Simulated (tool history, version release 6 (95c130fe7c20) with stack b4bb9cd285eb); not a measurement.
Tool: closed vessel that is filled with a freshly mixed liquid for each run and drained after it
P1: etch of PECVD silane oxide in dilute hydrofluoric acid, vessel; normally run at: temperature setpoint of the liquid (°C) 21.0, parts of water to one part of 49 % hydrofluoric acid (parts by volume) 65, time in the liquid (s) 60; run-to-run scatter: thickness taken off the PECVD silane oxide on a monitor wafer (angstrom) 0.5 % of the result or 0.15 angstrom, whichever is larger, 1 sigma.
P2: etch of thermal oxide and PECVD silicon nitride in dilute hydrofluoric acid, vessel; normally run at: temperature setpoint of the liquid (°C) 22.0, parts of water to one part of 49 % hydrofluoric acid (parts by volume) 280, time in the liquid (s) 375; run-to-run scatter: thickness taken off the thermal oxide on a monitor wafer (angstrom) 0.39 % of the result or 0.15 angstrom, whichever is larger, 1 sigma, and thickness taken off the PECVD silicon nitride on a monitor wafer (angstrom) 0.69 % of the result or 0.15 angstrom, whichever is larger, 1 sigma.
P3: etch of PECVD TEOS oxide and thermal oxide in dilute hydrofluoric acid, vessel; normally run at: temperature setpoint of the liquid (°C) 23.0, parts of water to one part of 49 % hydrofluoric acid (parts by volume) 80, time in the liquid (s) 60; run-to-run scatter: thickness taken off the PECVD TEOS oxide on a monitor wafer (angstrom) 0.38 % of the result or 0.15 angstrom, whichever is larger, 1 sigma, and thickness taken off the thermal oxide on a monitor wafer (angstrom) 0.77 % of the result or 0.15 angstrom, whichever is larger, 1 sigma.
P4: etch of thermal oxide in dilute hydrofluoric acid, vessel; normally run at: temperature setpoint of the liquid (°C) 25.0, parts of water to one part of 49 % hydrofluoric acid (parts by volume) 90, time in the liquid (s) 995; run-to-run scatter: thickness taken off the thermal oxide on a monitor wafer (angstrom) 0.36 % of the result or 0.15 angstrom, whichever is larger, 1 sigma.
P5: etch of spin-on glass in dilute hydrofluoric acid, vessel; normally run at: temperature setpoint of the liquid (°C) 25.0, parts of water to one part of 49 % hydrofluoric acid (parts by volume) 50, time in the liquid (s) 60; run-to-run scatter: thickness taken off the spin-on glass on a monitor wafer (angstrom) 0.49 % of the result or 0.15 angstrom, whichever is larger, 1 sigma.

run   hour  process that ran  temperature setpoint of the liquid (°C)  parts of water to one part of 49 % hydrofluoric acid (parts by volume)  time in the liquid (s)  hours since the thermometer was replaced  hours since the hydrofluoric acid flow meter was replaced  thickness taken off the PECVD silane oxide on a monitor wafer (angstrom)  thickness taken off the spin-on glass on a monitor wafer (angstrom)  thickness taken off the thermal oxide on a monitor wafer (angstrom)  thickness taken off the PECVD silicon nitride on a monitor wafer (angstrom)  thickness taken off the PECVD TEOS oxide on a monitor wafer (angstrom)
  1    5.5                P1                                     21.0                                                                      65                      60                                     667.7                                                      155.1                                                                    394.51
  2    9.4                P1                                     21.0                                                                      30                      60                                     671.6                                                      159.0                                                                    893.39
  3   14.7                P1                                     21.0                                                                      65                      60                                     676.9                                                      164.3                                                                    394.24
  4   18.4                P1                                     21.0                                                                      65                      60                                     680.6                                                      168.0                                                                    393.97
  5   24.2                P5                                     25.0                                                                      90                      60                                     686.4                                                      173.8                                                                                                                                         291.60
  6   29.1                P2                                     22.0                                                                     280                      85                                     691.3                                                      178.7                                                                                                                                                                                                              11.532                                                                       8.9073
  7   33.0                P4                                     25.0                                                                      90                     290                                     695.2                                                      182.6                                                                                                                                                                                                             154.840
  8   37.5                P3                                     23.0                                                                     135                      60                                     699.7                                                      187.1                                                                                                                                                                                                              18.988                                                                                                                                               69.846
  9   41.3                P3                                     23.0                                                                      80                      60                                     703.5                                                      190.9                                                                                                                                                                                                              33.552                                                                                                                                              126.400
 10   48.0                P1                                     21.0                                                                      65                     110                                     710.2                                                      197.6                                                                    729.92
 11   54.7                P5                                     25.0                                                                      50                      60                                     716.9                                                      204.3                                                                                                                                         556.29
 12   58.1                P2                                     22.0                                                                     280                     375                                     720.3                                                      207.7                                                                                                                                                                                                              51.746                                                                      39.2080
 13   63.7                P1                                     21.0                                                                      65                      30                                     725.9                                                      213.3                                                                    198.16
 14   70.5                P2                                     17.0                                                                     280                     375                                     732.7                                                      220.1                                                                                                                                                                                                              42.691                                                                      28.8060
 15   76.3                P4                                     28.5                                                                      90                     995                                     738.5                                                      225.9                                                                                                                                                                                                             614.930
 16   81.2                P5                                     25.0                                                                      50                      60                                     743.4                                                      230.8                                                                                                                                         552.54
 17   85.1                P1                                     21.0                                                                      20                      30                                     747.3                                                      234.7                                                                    680.73
 18   88.8                P1                                     21.0                                                                     105                      60                                     751.0                                                      238.4                                                                    232.32
 19   94.8                P5                                     25.0                                                                      50                      30                                     757.0                                                      244.4                                                                                                                                         279.99
 20   99.0                P1                                     17.0                                                                      65                     110                                     761.2                                                      248.6                                                                    607.04
 21  105.5                P4                                     25.0                                                                      90                     995                                     767.7                                                      255.1                                                                                                                                                                                                             530.980
 22  110.9                P3                                     23.0                                                                      80                     115                                     773.1                                                      260.5                                                                                                                                                                                                              64.253                                                                                                                                              243.540
 23  116.2                P1                                     28.0                                                                      65                      60                                     778.4                                                      265.8                                                                    529.31
 24  122.0                P1                                     17.0                                                                      65                      60                                     784.2                                                      271.6                                                                    332.20
 25  127.8                P2                                     22.0                                                                     405                     375                                     790.0                                                      277.4                                                                                                                                                                                                              31.894                                                                      27.2290
 26  131.8                P1                                     21.0                                                                      65                      60                                     794.0                                                      281.4                                                                    394.96
 27  137.5                P3                                     30.5                                                                      80                      60                                     799.7                                                      287.1                                                                                                                                                                                                              45.645                                                                                                                                              170.090
 28  144.4                P1                                     21.0                                                                      65                      60                                     806.6                                                      294.0                                                                    394.05
 29  150.3                P5                                     18.0                                                                      50                      60                                     812.5                                                      299.9                                                                                                                                         417.03
 30  153.4                P2                                     22.0                                                                     280                     375                                     815.6                                                      303.0                                                                                                                                                                                                              51.266                                                                      39.4360
 31  157.8                P4                                     25.0                                                                      35                     995                                     820.0                                                      307.4                                                                                                                                                                                                            1489.600
 32  162.8                P1                                     21.0                                                                     110                      30                                     825.0                                                      312.4                                                                    111.01
 33  169.5                P1                                     21.0                                                                      65                      60                                     831.7                                                      319.1                                                                    393.76
 34  172.6                P1                                     21.0                                                                      65                      60                                     834.8                                                      322.2                                                                    407.04
 35  176.0                P1                                     21.0                                                                      65                      60                                     838.2                                                      325.6                                                                    410.44
 36  179.7                P1                                     21.0                                                                      65                      60                                     841.9                                                      329.3                                                                    419.34
 37  185.0                P1                                     21.0                                                                      65                      60                                     847.2                                                      334.6                                                                    425.32
 38  191.5                P1                                     21.0                                                                      65                      60                                     853.7                                                      341.1                                                                    427.83
 39  195.8                P1                                     21.0                                                                      65                      60                                     858.0                                                      345.4                                                                    429.50
 40  201.5                P1                                     21.0                                                                      65                      60                                     863.7                                                      351.1                                                                    433.73
 41  204.9                P1                                     21.0                                                                      65                      60                                     867.1                                                      354.5                                                                    434.33
 42  210.8                P1                                     21.0                                                                      65                      60                                     873.0                                                      360.4                                                                    439.85

Forecast run 43:
 43  214.0                P1                                     21.0                                                                      65                      60                                     876.2                                                      363.6                                                                         ?

Run 43 gave thickness taken off the PECVD silane oxide on a monitor wafer (angstrom) 436.62.
